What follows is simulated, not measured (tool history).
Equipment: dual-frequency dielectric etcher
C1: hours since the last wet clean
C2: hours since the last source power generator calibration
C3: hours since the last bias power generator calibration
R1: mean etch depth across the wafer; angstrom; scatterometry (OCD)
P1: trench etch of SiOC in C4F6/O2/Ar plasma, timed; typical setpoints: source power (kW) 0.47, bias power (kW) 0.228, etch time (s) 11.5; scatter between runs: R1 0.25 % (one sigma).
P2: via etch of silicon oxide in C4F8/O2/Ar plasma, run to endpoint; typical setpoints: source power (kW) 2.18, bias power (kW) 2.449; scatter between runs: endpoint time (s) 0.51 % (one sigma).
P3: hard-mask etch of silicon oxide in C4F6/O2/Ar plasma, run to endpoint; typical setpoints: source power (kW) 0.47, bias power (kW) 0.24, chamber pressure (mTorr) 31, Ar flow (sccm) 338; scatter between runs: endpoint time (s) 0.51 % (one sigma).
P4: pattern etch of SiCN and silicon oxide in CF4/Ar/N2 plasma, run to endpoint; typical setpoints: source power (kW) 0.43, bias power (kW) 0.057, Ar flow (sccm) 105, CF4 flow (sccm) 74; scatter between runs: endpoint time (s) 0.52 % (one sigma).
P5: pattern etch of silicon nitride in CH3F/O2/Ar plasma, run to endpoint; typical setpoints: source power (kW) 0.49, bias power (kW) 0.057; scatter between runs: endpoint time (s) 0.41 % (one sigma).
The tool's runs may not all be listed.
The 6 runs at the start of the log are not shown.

Run 7, hour 20.5: process that ran P1, source power (kW) 0.38, bias power (kW) 0.228, etch time (s) 7.5; C1 70.7; C2 432.5; C3 3090. Result: R1 164.1 angstrom.
Run 8, hour 22.9: process that ran P2, source power (kW) 2.18, bias power (kW) 1.594; C1 73.1; C2 434.9; C3 3092.4. Result: endpoint time (s) 257.15.
Run 9, hour 26.3: process that ran P3, source power (kW) 0.47, bias power (kW) 0.24, chamber pressure (mTorr) 31, Ar flow (sccm) 338; C1 76.5; C2 438.3; C3 3095.8. Result: endpoint time (s) 52.603.
Run 10, hour 28.4: process that ran P1, source power (kW) 0.59, bias power (kW) 0.228, etch time (s) 11.5; C1 78.6; C2 440.4; C3 3097.9. Result: R1 297.41 angstrom.
Run 11, hour 31.3: process that ran P4, source power (kW) 0.43, bias power (kW) 0.057, Ar flow (sccm) 63, CF4 flow (sccm) 74; C1 81.5; C2 443.3; C3 3100.8. Result: endpoint time (s) 10.057.
Run 12, hour 33.8: process that ran P3, source power (kW) 0.47, bias power (kW) 0.24, chamber pressure (mTorr) 31, Ar flow (sccm) 338; C1 84; C2 445.8; C3 3103.3. Result: endpoint time (s) 52.802.
Run 13, hour 37.6: process that ran P2, source power (kW) 2.18, bias power (kW) 2.449; C1 87.8; C2 449.6; C3 3107.1. Result: endpoint time (s) 227.92.
Run 14, hour 41.6: process that ran P3, source power (kW) 0.57, bias power (kW) 0.24, chamber pressure (mTorr) 31, Ar flow (sccm) 338; C1 91.8; C2 453.6; C3 3111.1. Result: endpoint time (s) 48.789.
Run 15, hour 43.5: process that ran P1, source power (kW) 0.47, bias power (kW) 0.167, etch time (s) 11.5; C1 93.7; C2 455.5; C3 3113. Result: R1 246.59 angstrom.
Run 16, hour 46.7: process that ran P1, source power (kW) 0.47, bias power (kW) 0.228, etch time (s) 14; C1 96.9; C2 458.7; C3 3116.2. Result: R1 331.68 angstrom.
Run 17, hour 50.3: process that ran P2, source power (kW) 2.18, bias power (kW) 2.449; C1 100.5; C2 462.3; C3 3119.8. Result: endpoint time (s) 225.15.
Run 18, hour 52.7: process that ran P1, source power (kW) 0.47, bias power (kW) 0.228, etch time (s) 11.5; C1 102.9; C2 464.7; C3 3122.2. Result: R1 271.75 angstrom.
Run 19, hour 55.2: process that ran P4, source power (kW) 0.57, bias power (kW) 0.057, Ar flow (sccm) 105, CF4 flow (sccm) 74; C1 105.4; C2 467.2; C3 3124.7. Result: endpoint time (s) 8.5139.
Run 20, hour 58.5: process that ran P4, source power (kW) 0.43, bias power (kW) 0.057, Ar flow (sccm) 105, CF4 flow (sccm) 74; C1 108.7; C2 470.5; C3 3128. Result: endpoint time (s) 10.84.
Run 21, hour 62.6: process that ran P4, source power (kW) 0.43, bias power (kW) 0.042, Ar flow (sccm) 105, CF4 flow (sccm) 74; C1 112.8; C2 474.6; C3 3132.1. Result: endpoint time (s) 11.939.
Run 22, hour 66.1: process that ran P1, source power (kW) 0.47, bias power (kW) 0.228, etch time (s) 11.5; C1 116.3; C2 478.1; C3 3135.6. Result: R1 272.55 angstrom.
Run 23, hour 68: process that ran P1, source power (kW) 0.47, bias power (kW) 0.228, etch time (s) 6.5; C1 118.2; C2 480; C3 3137.5. Result: R1 153.86 angstrom.
Run 24, hour 70.3: process that ran P1, source power (kW) 0.47, bias power (kW) 0.313, etch time (s) 11.5; C1 120.5; C2 482.3; C3 3139.8. Result: R1 303.58 angstrom.
Run 25, hour 72.3: process that ran P5, source power (kW) 0.49, bias power (kW) 0.08; C1 122.5; C2 484.3; C3 3141.8. Result: endpoint time (s) 42.756.
Run 26, hour 75.7: process that ran P5, source power (kW) 0.49, bias power (kW) 0.057; C1 125.9; C2 487.7; C3 3145.2. Result: endpoint time (s) 47.604.
Run 27, hour 78.4: process that ran P3, source power (kW) 0.47, bias power (kW) 0.24, chamber pressure (mTorr) 31, Ar flow (sccm) 430; C1 128.6; C2 490.4; C3 3147.9. Result: endpoint time (s) 54.612.
Run 28, hour 80.5: process that ran P4, source power (kW) 0.43, bias power (kW) 0.057, Ar flow (sccm) 105, CF4 flow (sccm) 104; C1 130.7; C2 492.5; C3 3150. Result: endpoint time (s) 10.443.
Run 29, hour 82.6: process that ran P1, source power (kW) 0.35, bias power (kW) 0.228, etch time (s) 11.5; C1 132.8; C2 494.6; C3 3152.1. Result: R1 244.2 angstrom.

What does the tool deliver on the next run?
Run 30, hour 85.5: process that ran P1, source power (kW) 0.47, bias power (kW) 0.228, etch time (s) 11.5; C1 135.7; C2 497.5; C3 3155. Result: R1 ?.

R1: 273.68 angstrom

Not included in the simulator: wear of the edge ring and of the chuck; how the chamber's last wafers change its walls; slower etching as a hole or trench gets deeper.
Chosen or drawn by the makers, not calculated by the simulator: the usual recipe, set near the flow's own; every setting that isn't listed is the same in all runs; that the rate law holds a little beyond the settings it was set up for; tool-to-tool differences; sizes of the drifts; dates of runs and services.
